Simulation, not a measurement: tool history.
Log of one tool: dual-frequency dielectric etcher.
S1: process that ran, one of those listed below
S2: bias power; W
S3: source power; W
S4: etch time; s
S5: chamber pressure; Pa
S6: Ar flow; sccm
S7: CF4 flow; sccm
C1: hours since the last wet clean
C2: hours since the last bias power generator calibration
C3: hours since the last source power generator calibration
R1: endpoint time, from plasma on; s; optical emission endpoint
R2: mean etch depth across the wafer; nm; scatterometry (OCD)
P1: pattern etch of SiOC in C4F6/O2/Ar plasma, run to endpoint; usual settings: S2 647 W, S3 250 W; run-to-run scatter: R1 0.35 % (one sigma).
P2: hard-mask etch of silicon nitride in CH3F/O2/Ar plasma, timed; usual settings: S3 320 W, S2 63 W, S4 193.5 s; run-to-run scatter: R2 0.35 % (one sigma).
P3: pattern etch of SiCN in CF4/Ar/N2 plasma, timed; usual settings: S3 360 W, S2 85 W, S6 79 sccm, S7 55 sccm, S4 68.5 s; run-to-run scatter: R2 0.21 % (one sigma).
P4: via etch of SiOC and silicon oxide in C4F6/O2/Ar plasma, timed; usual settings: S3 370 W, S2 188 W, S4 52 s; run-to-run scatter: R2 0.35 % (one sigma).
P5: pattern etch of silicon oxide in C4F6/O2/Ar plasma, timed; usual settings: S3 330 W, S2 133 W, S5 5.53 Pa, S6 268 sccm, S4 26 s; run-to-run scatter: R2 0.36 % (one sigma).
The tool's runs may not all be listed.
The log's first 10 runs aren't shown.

run 11 hour=85 | S1=P5 S2=133 S3=330 S4=26 S5=5.53 S6=268 | C1=253.1 C2=2129.9 C3=990.1 | R2=67.396
run 12 hour=91 | S1=P1 S2=913 S3=250 | C1=259.1 C2=2135.9 C3=996.1 | R1=10.624
run 13 hour=98.5 | S1=P3 S2=63 S3=360 S4=68.5 S6=79 S7=55 | C1=266.6 C2=2143.4 C3=1003.6 | R2=45.793
run 14 hour=107.8 | S1=P3 S2=85 S3=360 S4=53.5 S6=79 S7=55 | C1=275.9 C2=2152.7 C3=1012.9 | R2=39.724
run 15 hour=116.6 | S1=P1 S2=647 S3=200 | C1=284.7 C2=2161.5 C3=1021.7 | R1=13.245
run 16 hour=122.2 | S1=P4 S2=188 S3=240 S4=52 | C1=290.3 C2=2167.1 C3=1027.3 | R2=47.778
run 17 hour=127.9 | S1=P3 S2=85 S3=360 S4=68.5 S6=47 S7=55 | C1=296 C2=2172.8 C3=1033 | R2=54.35
run 18 hour=135.4 | S1=P2 S2=63 S3=320 S4=193.5 | C1=303.5 C2=2180.3 C3=1040.5 | R2=115.5
run 19 hour=142.7 | S1=P5 S2=133 S3=420 S4=26 S5=5.53 S6=268 | C1=310.8 C2=2187.6 C3=1047.8 | R2=73.626
run 20 hour=147.5 | S1=P1 S2=421 S3=180 | C1=315.6 C2=2192.4 C3=1052.6 | R1=16.305
run 21 hour=153.3 | S1=P1 S2=412 S3=250 | C1=321.4 C2=2198.2 C3=1058.4 | R1=14.555
run 22 hour=160.1 | S1=P4 S2=188 S3=370 S4=28.5 | C1=328.2 C2=2205 C3=1065.2 | R2=30.869
run 23 hour=166.4 | S1=P5 S2=133 S3=330 S4=26 S5=7.73 S6=268 | C1=334.5 C2=2211.3 C3=1071.5 | R2=64.316
run 24 hour=171.3 | S1=P5 S2=133 S3=330 S4=26 S5=5.53 S6=200 | C1=339.4 C2=2216.2 C3=1076.4 | R2=69.011
run 25 hour=176.7 | S1=P1 S2=647 S3=250 | C1=344.8 C2=2221.6 C3=1081.8 | R1=12.209
run 26 hour=182.1 | S1=P3 S2=85 S3=360 S4=68.5 S6=79 S7=34 | C1=350.2 C2=2227 C3=1087.2 | R2=47.427
run 27 hour=189.4 | S1=P1 S2=784 S3=180 | C1=357.5 C2=2234.3 C3=1094.5 | R1=12.768
run 28 hour=197.7 | S1=P4 S2=188 S3=370 S4=52 | C1=365.8 C2=2242.6 C3=1102.8 | R2=56.817
run 29 hour=207.4 | S1=P3 S2=85 S3=430 S4=68.5 S6=79 S7=55 | C1=375.5 C2=2252.3 C3=1112.5 | R2=59.633
run 30 hour=214.8 | S1=P3 S2=85 S3=360 S4=68.5 S6=79 S7=55 | C1=382.9 C2=2259.7 C3=1119.9 | R2=50.758
run 31 hour=221.9 | S1=P1 S2=647 S3=330 | C1=390 C2=2266.8 C3=1127 | R1=11.091
run 32 hour=228.4 | S1=P2 S2=63 S3=420 S4=193.5 | C1=396.5 C2=2273.3 C3=1133.5 | R2=126.81
run 33 hour=234.4 | S1=P4 S2=254 S3=370 S4=52 | C1=402.5 C2=2279.3 C3=1139.5 | R2=62.31
run 34 hour=243.7 | S1=P1 S2=647 S3=250 | C1=411.8 C2=2288.6 C3=1148.8 | R1=12.256
run 35 hour=252 | S1=P1 S2=647 S3=250 | C1=420.1 C2=2296.9 C3=1157.1 | R1=12.324

Run 36 comes next. What will it give?
run 36 hour=261.6 | S1=P1 S2=647 S3=250 | C1=429.7 C2=2306.5 C3=1166.7 | R1=?

R1: 12.366 s
